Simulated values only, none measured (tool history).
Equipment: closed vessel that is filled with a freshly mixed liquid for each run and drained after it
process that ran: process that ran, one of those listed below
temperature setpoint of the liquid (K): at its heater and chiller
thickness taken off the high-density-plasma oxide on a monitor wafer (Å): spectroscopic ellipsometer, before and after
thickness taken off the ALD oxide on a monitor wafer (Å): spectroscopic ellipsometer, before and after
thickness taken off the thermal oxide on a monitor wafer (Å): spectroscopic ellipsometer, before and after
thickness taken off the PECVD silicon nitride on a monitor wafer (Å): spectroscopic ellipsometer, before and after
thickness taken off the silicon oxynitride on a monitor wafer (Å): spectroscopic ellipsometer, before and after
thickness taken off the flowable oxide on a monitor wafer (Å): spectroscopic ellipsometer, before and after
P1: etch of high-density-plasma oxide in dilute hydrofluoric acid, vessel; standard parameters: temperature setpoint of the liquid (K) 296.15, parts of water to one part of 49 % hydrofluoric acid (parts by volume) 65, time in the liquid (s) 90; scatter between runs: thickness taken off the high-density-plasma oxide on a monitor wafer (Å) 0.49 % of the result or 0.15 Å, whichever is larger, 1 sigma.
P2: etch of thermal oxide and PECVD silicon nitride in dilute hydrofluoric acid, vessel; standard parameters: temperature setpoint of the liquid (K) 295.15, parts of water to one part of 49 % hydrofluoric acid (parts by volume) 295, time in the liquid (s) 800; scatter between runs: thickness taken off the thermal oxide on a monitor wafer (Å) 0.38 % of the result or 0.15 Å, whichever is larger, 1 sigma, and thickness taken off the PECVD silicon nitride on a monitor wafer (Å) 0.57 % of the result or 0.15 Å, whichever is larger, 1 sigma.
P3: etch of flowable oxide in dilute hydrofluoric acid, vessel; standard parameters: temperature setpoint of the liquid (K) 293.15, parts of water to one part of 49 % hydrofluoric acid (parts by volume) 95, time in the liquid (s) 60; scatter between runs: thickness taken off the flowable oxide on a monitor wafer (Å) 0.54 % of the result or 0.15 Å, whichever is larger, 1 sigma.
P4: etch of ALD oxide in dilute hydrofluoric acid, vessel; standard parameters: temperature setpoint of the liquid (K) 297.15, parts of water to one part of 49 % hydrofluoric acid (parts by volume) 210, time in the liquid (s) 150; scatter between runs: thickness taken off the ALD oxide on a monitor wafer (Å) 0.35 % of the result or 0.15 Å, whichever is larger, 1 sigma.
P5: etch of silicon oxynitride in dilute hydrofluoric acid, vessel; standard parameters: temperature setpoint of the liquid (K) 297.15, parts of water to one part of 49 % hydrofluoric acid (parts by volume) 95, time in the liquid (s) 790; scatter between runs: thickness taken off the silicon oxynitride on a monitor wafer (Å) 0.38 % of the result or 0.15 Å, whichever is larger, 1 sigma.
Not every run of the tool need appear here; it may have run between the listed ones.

run	hour	process that ran	temperature setpoint of the liquid (K)	parts of water to one part of 49 % hydrofluoric acid (parts by volume)	time in the liquid (s)	hours since the thermometer was replaced	hours since the hydrofluoric acid flow meter was replaced	thickness taken off the high-density-plasma oxide on a monitor wafer (Å)	thickness taken off the ALD oxide on a monitor wafer (Å)	thickness taken off the thermal oxide on a monitor wafer (Å)	thickness taken off the PECVD silicon nitride on a monitor wafer (Å)	thickness taken off the silicon oxynitride on a monitor wafer (Å)	thickness taken off the flowable oxide on a monitor wafer (Å)
1	19.1	P1	296.15	65	90	216.7	691.7	97.236					
2	34.4	P4	297.15	210	150	232.0	707.0		122.140				
3	49.5	P4	297.15	35	150	247.1	722.1		906.900				
4	58.1	P1	300.15	85	90	255.7	730.7	85.371					
5	76.9	P2	290.15	295	800	274.5	749.5			84.334	30.909		
6	87.8	P1	296.15	65	90	285.4	760.4	97.607					
7	104.4	P1	292.15	65	90	302.0	777.0	82.647					
8	117.0	P4	297.15	210	80	314.6	789.6		64.881				
9	126.3	P5	297.15	95	790	323.9	798.9					182.12	
10	138.3	P5	297.15	25	790	335.9	810.9					732.61	
11	151.7	P1	296.15	65	90	349.3	824.3	97.414					
12	164.9	P2	295.15	295	1400	362.5	837.5			176.890	74.576		
13	175.6	P3	293.15	20	60	373.2	848.2						1133.50
14	191.5	P2	295.15	60	800	389.1	864.1			643.760	202.220		
15	203.6	P3	301.15	95	60	401.2	876.2						299.42
16	219.1	P1	296.15	65	90	416.7	891.7	97.053					
17	237.9	P4	305.15	210	150	435.5	910.5		161.450				
18	250.8	P5	297.15	95	85	448.4	923.4					19.72	
19	262.5	P3	293.15	95	60	460.1	935.1						216.30
20	276.3	P2	295.15	295	800	473.9	948.9			101.290	42.981		

Run 21 has not been measured yet. What should we expect?
21	290.2	P3	293.15	95	30	487.8	962.8						?

thickness taken off the flowable oxide on a monitor wafer (Å): 108.46
